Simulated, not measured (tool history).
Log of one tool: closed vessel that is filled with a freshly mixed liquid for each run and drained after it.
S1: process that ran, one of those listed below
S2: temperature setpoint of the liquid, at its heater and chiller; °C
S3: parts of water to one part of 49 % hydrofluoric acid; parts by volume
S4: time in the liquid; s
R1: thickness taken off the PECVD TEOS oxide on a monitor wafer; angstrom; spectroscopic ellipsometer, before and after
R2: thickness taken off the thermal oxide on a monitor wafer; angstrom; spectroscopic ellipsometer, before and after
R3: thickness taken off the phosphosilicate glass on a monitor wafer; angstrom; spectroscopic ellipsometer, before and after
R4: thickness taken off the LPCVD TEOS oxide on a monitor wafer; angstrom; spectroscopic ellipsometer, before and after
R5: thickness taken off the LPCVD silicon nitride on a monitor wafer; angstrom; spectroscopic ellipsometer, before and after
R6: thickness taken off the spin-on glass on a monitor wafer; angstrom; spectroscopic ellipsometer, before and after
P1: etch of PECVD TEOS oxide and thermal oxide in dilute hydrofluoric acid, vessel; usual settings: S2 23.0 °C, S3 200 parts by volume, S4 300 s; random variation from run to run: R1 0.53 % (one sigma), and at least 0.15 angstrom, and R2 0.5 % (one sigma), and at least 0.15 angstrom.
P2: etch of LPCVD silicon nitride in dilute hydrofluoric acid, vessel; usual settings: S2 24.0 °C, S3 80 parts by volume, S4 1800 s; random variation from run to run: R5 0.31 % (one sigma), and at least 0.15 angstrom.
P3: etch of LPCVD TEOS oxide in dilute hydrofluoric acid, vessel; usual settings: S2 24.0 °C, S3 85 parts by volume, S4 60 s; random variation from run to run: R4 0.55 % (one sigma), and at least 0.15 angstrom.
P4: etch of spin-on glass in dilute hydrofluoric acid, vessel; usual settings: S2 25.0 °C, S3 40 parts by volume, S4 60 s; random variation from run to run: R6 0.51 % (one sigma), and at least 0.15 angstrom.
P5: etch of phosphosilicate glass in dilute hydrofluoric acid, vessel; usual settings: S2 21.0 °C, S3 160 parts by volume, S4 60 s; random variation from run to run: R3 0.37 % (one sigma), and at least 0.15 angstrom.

run,hour,S1,S2,S3,S4,R1,R2,R3,R4,R5,R6
1,5.4,P1,23.0,200,300,130.310,60.1030,,,,
2,10.9,P5,17.0,160,60,,,537.74,,,
3,19.0,P5,21.0,160,30,,,312.02,,,
4,24.1,P3,24.0,85,60,,,,405.14,,
5,28.2,P1,23.0,200,85,37.103,17.2600,,,,
6,32.7,P3,24.0,85,30,,,,202.26,,
7,36.3,P1,23.0,120,300,238.530,109.7900,,,,
8,41.2,P1,23.0,200,300,130.870,60.5670,,,,
9,47.7,P5,21.0,160,60,,,625.49,,,
10,55.3,P5,21.0,255,60,,,357.80,,,
11,62.3,P1,23.0,200,300,129.830,59.8690,,,,
12,67.3,P2,24.0,80,1800,,,,,124.100,
13,73.7,P2,24.0,80,3540,,,,,243.070,
14,78.1,P4,25.0,70,60,,,,,,310.87
15,82.9,P4,25.0,40,110,,,,,,1038.30
16,89.9,P1,29.0,200,300,161.520,75.3140,,,,
17,94.4,P1,26.5,200,575,283.320,131.2400,,,,
18,99.9,P1,23.0,200,300,130.900,60.5530,,,,
19,104.8,P4,25.0,40,60,,,,,,573.68
20,109.1,P1,23.0,200,300,130.470,60.5390,,,,
21,114.6,P1,23.0,200,595,259.440,119.9400,,,,
22,120.8,P1,23.0,365,300,60.501,28.2440,,,,
23,125.4,P3,20.0,85,60,,,,343.44,,
24,129.4,P4,30.0,40,60,,,,,,697.98
25,136.0,P1,17.0,200,300,102.640,47.5530,,,,
26,141.3,P2,24.0,115,1800,,,,,87.188,
27,148.1,P2,30.5,80,1800,,,,,188.800,
28,152.3,P1,17.5,200,50,17.132,8.3248,,,,
29,158.2,P5,21.0,160,60,,,624.78,,,
30,163.9,P4,25.0,40,60,,,,,,567.96
31,167.5,P1,23.0,200,300,129.290,60.4030,,,,
32,171.3,P3,24.0,145,60,,,,220.23,,
33,178.4,P1,23.0,200,300,130.500,60.2470,,,,
34,183.1,P1,23.0,200,300,127.660,58.3170,,,,
35,190.5,P1,23.0,200,300,124.510,57.0240,,,,
36,197.7,P1,23.0,200,300,121.710,56.8610,,,,
37,204.5,P1,23.0,200,300,120.570,56.4170,,,,
38,211.2,P1,23.0,200,300,120.450,55.9990,,,,
39,216.1,P1,23.0,200,300,119.720,55.8800,,,,
40,220.1,P1,23.0,200,300,120.160,55.6200,,,,
41,225.0,P1,23.0,200,300,119.550,56.2340,,,,
42,230.9,P1,23.0,200,300,118.920,55.2610,,,,

What P1 gives has crept away from where it was. These 2 causes fit the log equally well, each at the size given:
A: liquid colder than its thermometer reads (K) = 2.24
B: hydrofluoric acid flow below the setpoint (%) = 6.71
The creep began at about hour 178.4.

4 check runs are offered, one wafer each, their results left as question marks. Which one tells the causes apart?
check 1,236.8,P5,21.0,160,30,,,?,,,
check 2,236.8,P2,30.5,80,2645,,,,,?,
check 3,236.8,P4,28.0,70,60,,,,,,?
check 4,236.8,P3,24.0,85,30,,,,?,,

What each check would give under each cause:
check,result,if A,if B
check 1,R3,286.08,288.15
check 2,R5,240.210,258.440
check 3,R6,320.60,324.49
check 4,R4,185.24,187.77
How far apart the two closest causes lie, in the result that separates them most: check 1 0.72 %; check 2 7.31 %; check 3 1.21 %; check 4 1.36 %
Check 2 tells the causes apart: in the others they would give nearly the same result.

Check 2 was then run and gave: R5 257.350 angstrom. Which cause is it?

It is B: hydrofluoric acid flow below the setpoint (%).

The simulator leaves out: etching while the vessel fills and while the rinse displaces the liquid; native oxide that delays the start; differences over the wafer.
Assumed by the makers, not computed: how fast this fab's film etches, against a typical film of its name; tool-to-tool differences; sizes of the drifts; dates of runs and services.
